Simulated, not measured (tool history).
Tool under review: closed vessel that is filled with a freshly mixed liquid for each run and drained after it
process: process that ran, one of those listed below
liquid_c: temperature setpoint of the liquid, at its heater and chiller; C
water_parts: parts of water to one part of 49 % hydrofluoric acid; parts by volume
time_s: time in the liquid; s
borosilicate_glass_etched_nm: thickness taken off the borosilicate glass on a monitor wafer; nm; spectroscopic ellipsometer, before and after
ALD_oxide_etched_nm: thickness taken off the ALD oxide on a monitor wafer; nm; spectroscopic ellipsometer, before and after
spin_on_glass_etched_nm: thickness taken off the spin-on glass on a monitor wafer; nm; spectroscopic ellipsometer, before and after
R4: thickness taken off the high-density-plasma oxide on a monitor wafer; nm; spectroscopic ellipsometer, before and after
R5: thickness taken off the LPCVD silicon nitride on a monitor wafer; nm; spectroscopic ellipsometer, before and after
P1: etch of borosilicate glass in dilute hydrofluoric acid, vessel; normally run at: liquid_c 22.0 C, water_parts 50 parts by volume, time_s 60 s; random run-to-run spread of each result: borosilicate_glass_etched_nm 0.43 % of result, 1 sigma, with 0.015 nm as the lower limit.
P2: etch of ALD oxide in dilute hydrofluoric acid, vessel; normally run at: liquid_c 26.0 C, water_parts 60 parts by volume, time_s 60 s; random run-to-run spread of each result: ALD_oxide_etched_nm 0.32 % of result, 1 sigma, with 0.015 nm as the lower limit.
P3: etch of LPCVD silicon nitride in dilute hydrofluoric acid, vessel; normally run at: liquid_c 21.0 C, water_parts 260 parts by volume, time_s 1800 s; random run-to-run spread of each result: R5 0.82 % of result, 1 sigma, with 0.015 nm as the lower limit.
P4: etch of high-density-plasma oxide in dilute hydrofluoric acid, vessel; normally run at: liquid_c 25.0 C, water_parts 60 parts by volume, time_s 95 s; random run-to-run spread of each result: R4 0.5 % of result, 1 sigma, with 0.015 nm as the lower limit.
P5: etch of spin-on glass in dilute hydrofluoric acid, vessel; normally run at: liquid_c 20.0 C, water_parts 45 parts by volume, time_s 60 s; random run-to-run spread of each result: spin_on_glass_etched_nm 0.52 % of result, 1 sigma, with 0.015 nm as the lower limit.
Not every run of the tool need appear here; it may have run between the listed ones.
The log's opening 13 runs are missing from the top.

Run 14, hour 126.8: process P1, liquid_c 22.0 C, water_parts 75 parts by volume, time_s 60 s. Result: borosilicate_glass_etched_nm 30.836 nm.
Run 15, hour 133.5: process P5, liquid_c 20.0 C, water_parts 45 parts by volume, time_s 60 s. Result: spin_on_glass_etched_nm 43.930 nm.
Run 16, hour 142.1: process P5, liquid_c 17.0 C, water_parts 45 parts by volume, time_s 60 s. Result: spin_on_glass_etched_nm 38.450 nm.
Run 17, hour 155.7: process P4, liquid_c 25.0 C, water_parts 60 parts by volume, time_s 95 s. Result: R4 17.5550 nm.
Run 18, hour 162.6: process P4, liquid_c 20.0 C, water_parts 60 parts by volume, time_s 95 s. Result: R4 14.2560 nm.
Run 19, hour 170.2: process P4, liquid_c 25.0 C, water_parts 20 parts by volume, time_s 95 s. Result: R4 55.7550 nm.
Run 20, hour 179.0: process P2, liquid_c 26.0 C, water_parts 60 parts by volume, time_s 60 s. Result: ALD_oxide_etched_nm 23.922 nm.
Run 21, hour 185.9: process P1, liquid_c 27.5 C, water_parts 25 parts by volume, time_s 60 s. Result: borosilicate_glass_etched_nm 124.080 nm.
Run 22, hour 193.3: process P3, liquid_c 17.0 C, water_parts 260 parts by volume, time_s 1800 s. Result: R5 2.2654 nm.
Run 23, hour 201.0: process P3, liquid_c 21.0 C, water_parts 260 parts by volume, time_s 1800 s. Result: R5 2.9556 nm.
Run 24, hour 207.4: process P4, liquid_c 25.0 C, water_parts 60 parts by volume, time_s 95 s. Result: R4 17.5590 nm.
Run 25, hour 219.6: process P5, liquid_c 20.0 C, water_parts 45 parts by volume, time_s 60 s. Result: spin_on_glass_etched_nm 43.661 nm.
Run 26, hour 228.6: process P2, liquid_c 26.0 C, water_parts 60 parts by volume, time_s 95 s. Result: ALD_oxide_etched_nm 38.022 nm.
Run 27, hour 237.8: process P1, liquid_c 22.0 C, water_parts 50 parts by volume, time_s 60 s. Result: borosilicate_glass_etched_nm 47.437 nm.
Run 28, hour 245.3: process P5, liquid_c 20.0 C, water_parts 20 parts by volume, time_s 60 s. Result: spin_on_glass_etched_nm 101.810 nm.
Run 29, hour 252.9: process P1, liquid_c 22.0 C, water_parts 50 parts by volume, time_s 60 s. Result: borosilicate_glass_etched_nm 48.111 nm.
Run 30, hour 260.8: process P1, liquid_c 22.0 C, water_parts 50 parts by volume, time_s 30 s. Result: borosilicate_glass_etched_nm 23.812 nm.
Run 31, hour 270.0: process P1, liquid_c 17.0 C, water_parts 50 parts by volume, time_s 60 s. Result: borosilicate_glass_etched_nm 38.795 nm.
Run 32, hour 284.0: process P2, liquid_c 26.0 C, water_parts 85 parts by volume, time_s 60 s. Result: ALD_oxide_etched_nm 16.304 nm.
Run 33, hour 293.9: process P1, liquid_c 17.5 C, water_parts 50 parts by volume, time_s 90 s. Result: borosilicate_glass_etched_nm 58.913 nm.
Run 34, hour 306.9: process P1, liquid_c 22.0 C, water_parts 50 parts by volume, time_s 60 s. Result: borosilicate_glass_etched_nm 48.006 nm.

What does the tool deliver on the next run?
Run 35, hour 313.4: process P1, liquid_c 22.0 C, water_parts 50 parts by volume, time_s 60 s. Result: borosilicate_glass_etched_nm ?.

borosilicate_glass_etched_nm: 48.956 nm

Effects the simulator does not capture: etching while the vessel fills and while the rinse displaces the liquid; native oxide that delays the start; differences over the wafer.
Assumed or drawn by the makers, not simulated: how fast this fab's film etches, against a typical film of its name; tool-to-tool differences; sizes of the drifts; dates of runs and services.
